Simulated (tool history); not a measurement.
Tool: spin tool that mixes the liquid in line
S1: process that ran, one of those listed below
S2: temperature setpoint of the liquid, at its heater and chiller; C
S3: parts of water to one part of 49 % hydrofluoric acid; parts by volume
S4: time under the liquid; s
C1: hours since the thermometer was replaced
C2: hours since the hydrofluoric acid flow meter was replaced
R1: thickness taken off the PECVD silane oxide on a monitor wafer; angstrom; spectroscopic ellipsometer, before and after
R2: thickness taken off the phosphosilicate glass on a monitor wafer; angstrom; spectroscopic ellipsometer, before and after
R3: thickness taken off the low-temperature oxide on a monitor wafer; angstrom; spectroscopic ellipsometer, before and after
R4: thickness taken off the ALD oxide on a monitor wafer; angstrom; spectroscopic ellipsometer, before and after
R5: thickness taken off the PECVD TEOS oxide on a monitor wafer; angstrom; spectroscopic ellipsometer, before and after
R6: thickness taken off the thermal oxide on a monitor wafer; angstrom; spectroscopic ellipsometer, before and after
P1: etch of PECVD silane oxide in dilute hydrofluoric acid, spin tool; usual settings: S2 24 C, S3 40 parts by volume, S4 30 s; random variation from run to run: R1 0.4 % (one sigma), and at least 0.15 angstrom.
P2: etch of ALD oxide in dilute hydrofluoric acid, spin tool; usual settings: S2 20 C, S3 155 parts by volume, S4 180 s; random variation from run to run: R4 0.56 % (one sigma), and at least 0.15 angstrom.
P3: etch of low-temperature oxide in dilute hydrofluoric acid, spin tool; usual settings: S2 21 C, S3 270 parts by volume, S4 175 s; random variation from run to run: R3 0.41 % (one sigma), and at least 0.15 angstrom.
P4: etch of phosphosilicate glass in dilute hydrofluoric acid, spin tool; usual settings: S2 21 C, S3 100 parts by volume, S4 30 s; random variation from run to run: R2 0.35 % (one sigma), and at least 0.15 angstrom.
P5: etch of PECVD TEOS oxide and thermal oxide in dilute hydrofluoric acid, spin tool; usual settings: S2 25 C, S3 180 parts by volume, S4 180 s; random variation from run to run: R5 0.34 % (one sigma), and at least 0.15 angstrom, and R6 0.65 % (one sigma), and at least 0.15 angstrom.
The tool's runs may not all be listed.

| run | hour | S1 | S2 | S3 | S4 | C1 | C2 | R1 | R2 | R3 | R4 | R5 | R6 |
|---|---|---|---|---|---|---|---|---|---|---|---|---|---|
| 1 | 2.8 | P1 | 24 | 40 | 30 | 458.7 | 283.3 | 314.23 |  |  |  |  |  |
| 2 | 7.4 | P1 | 24 | 40 | 30 | 463.3 | 287.9 | 312.73 |  |  |  |  |  |
| 3 | 10 | P4 | 21 | 100 | 50 | 465.9 | 290.5 |  | 897.56 |  |  |  |  |
| 4 | 12.8 | P1 | 24 | 40 | 30 | 468.7 | 293.3 | 313.48 |  |  |  |  |  |
| 5 | 16.8 | P3 | 28 | 270 | 175 | 472.7 | 297.3 |  |  | 115.93 |  |  |  |
| 6 | 20.8 | P4 | 21 | 45 | 30 | 476.7 | 301.3 |  | 1269.8 |  |  |  |  |
| 7 | 26.4 | P1 | 24 | 40 | 30 | 482.3 | 306.9 | 316.33 |  |  |  |  |  |
| 8 | 30.1 | P2 | 20 | 155 | 180 | 486 | 310.6 |  |  |  | 127.15 |  |  |
| 9 | 34.8 | P5 | 25 | 180 | 180 | 490.7 | 315.3 |  |  |  |  | 251.48 | 42.94 |
| 10 | 39.9 | P4 | 21 | 100 | 30 | 495.8 | 320.4 |  | 536.07 |  |  |  |  |
|  | 43.7 | thermometer replaced |
| 11 | 45.7 | P2 | 20 | 155 | 180 | 2 | 326.2 |  |  |  | 129.43 |  |  |
| 12 | 50 | P1 | 24 | 40 | 30 | 6.3 | 330.5 | 312.82 |  |  |  |  |  |
| 13 | 54.1 | P5 | 25 | 45 | 180 | 10.4 | 334.6 |  |  |  |  | 1183.9 | 199.72 |
| 14 | 59.4 | P1 | 24 | 20 | 30 | 15.7 | 339.9 | 645.9 |  |  |  |  |  |
| 15 | 65.1 | P3 | 21 | 270 | 175 | 21.4 | 345.6 |  |  | 90.264 |  |  |  |
| 16 | 68 | P1 | 24 | 40 | 30 | 24.3 | 348.5 | 314.48 |  |  |  |  |  |
| 17 | 70.9 | P2 | 20 | 30 | 180 | 27.2 | 351.4 |  |  |  | 779.22 |  |  |
| 18 | 76.1 | P1 | 24 | 40 | 65 | 32.4 | 356.6 | 681.76 |  |  |  |  |  |
| 19 | 78.9 | P1 | 17 | 40 | 30 | 35.2 | 359.4 | 233.11 |  |  |  |  |  |
| 20 | 84.1 | P4 | 21 | 100 | 30 | 40.4 | 364.6 |  | 536.24 |  |  |  |  |
| 21 | 87.4 | P4 | 17 | 100 | 30 | 43.7 | 367.9 |  | 455.04 |  |  |  |  |
| 22 | 93.1 | P2 | 20 | 155 | 315 | 49.4 | 373.6 |  |  |  | 224.69 |  |  |
| 23 | 95.7 | P5 | 25 | 180 | 20 | 52 | 376.2 |  |  |  |  | 28.036 | 4.6691 |
|  | 96.3 | hydrofluoric acid flow meter replaced |
| 24 | 100.5 | P1 | 28 | 40 | 30 | 56.8 | 4.2 | 370.25 |  |  |  |  |  |
| 25 | 103.7 | P1 | 29.5 | 40 | 15 | 60 | 7.4 | 196.84 |  |  |  |  |  |
| 26 | 107.3 | P5 | 30 | 180 | 180 | 63.6 | 11 |  |  |  |  | 302.33 | 51.392 |
| 27 | 111.3 | P3 | 21 | 430 | 175 | 67.6 | 15 |  |  | 49.466 |  |  |  |
| 28 | 115.4 | P1 | 24 | 40 | 15 | 71.7 | 19.1 | 158.17 |  |  |  |  |  |
| 29 | 121.2 | P2 | 27.5 | 155 | 180 | 77.5 | 24.9 |  |  |  | 172.65 |  |  |
| 30 | 126.2 | P3 | 21 | 270 | 45 | 82.5 | 29.9 |  |  | 22.951 |  |  |  |
| 31 | 131.1 | P1 | 24 | 65 | 30 | 87.4 | 34.8 | 187.3 |  |  |  |  |  |
| 32 | 135.5 | P1 | 24 | 40 | 30 | 91.8 | 39.2 | 314.59 |  |  |  |  |  |
| 33 | 139.4 | P1 | 24 | 40 | 30 | 95.7 | 43.1 | 322.97 |  |  |  |  |  |
| 34 | 145 | P1 | 24 | 40 | 30 | 101.3 | 48.7 | 332.72 |  |  |  |  |  |
| 35 | 148.4 | P1 | 24 | 40 | 30 | 104.7 | 52.1 | 335.15 |  |  |  |  |  |
| 36 | 154 | P1 | 24 | 40 | 30 | 110.3 | 57.7 | 337.43 |  |  |  |  |  |
| 37 | 156.5 | P1 | 24 | 40 | 30 | 112.8 | 60.2 | 336.39 |  |  |  |  |  |
| 38 | 161.3 | P1 | 24 | 40 | 30 | 117.6 | 65 | 337.37 |  |  |  |  |  |
| 39 | 164.5 | P1 | 24 | 40 | 30 | 120.8 | 68.2 | 337.95 |  |  |  |  |  |

What P1 gives has crept away from where it was. These 2 causes fit the log equally well, each at the size given:
A: liquid hotter than its thermometer reads (K) = 1.76
B: hydrofluoric acid flow above the setpoint (%) = 7.11
The creep began at about hour 135.5.

4 check runs are offered, each on 5 wafers whose results are averaged, their results left as question marks. Which one tells the causes apart?
| check 1 | 167.7 | P4 | 17 | 100 | 30 |  |  |  | ? |  |  |  |  |
| check 2 | 167.7 | P3 | 21 | 385 | 50 |  |  |  |  | ? |  |  |  |
| check 3 | 167.7 | P2 | 25 | 45 | 180 |  |  |  |  |  | ? |  |  |
| check 4 | 167.7 | P5 | 25 | 50 | 180 |  |  |  |  |  |  | ? | ? |

What each check would give under each cause:
| check | result | if A | if B |
|---|---|---|---|
| check 1 | R2 | 490.23 | 491.2 |
| check 2 | R3 | 17.259 | 17.797 |
| check 3 | R4 | 666.55 | 667.34 |
| check 4 | R5 | 1138.4 | 1140.6 |
| check 4 | R6 | 193.65 | 194.01 |
How far apart the two closest causes lie, in the result that separates them most: check 1 0.2 %; check 2 3.07 %; check 3 0.12 %; check 4 0.19 %
Check 2 tells the causes apart: in the others they would give nearly the same result.

Then check 2 was run and gave: R3 17.262 angstrom. Which cause is it?

It is A: liquid hotter than its thermometer reads (K).
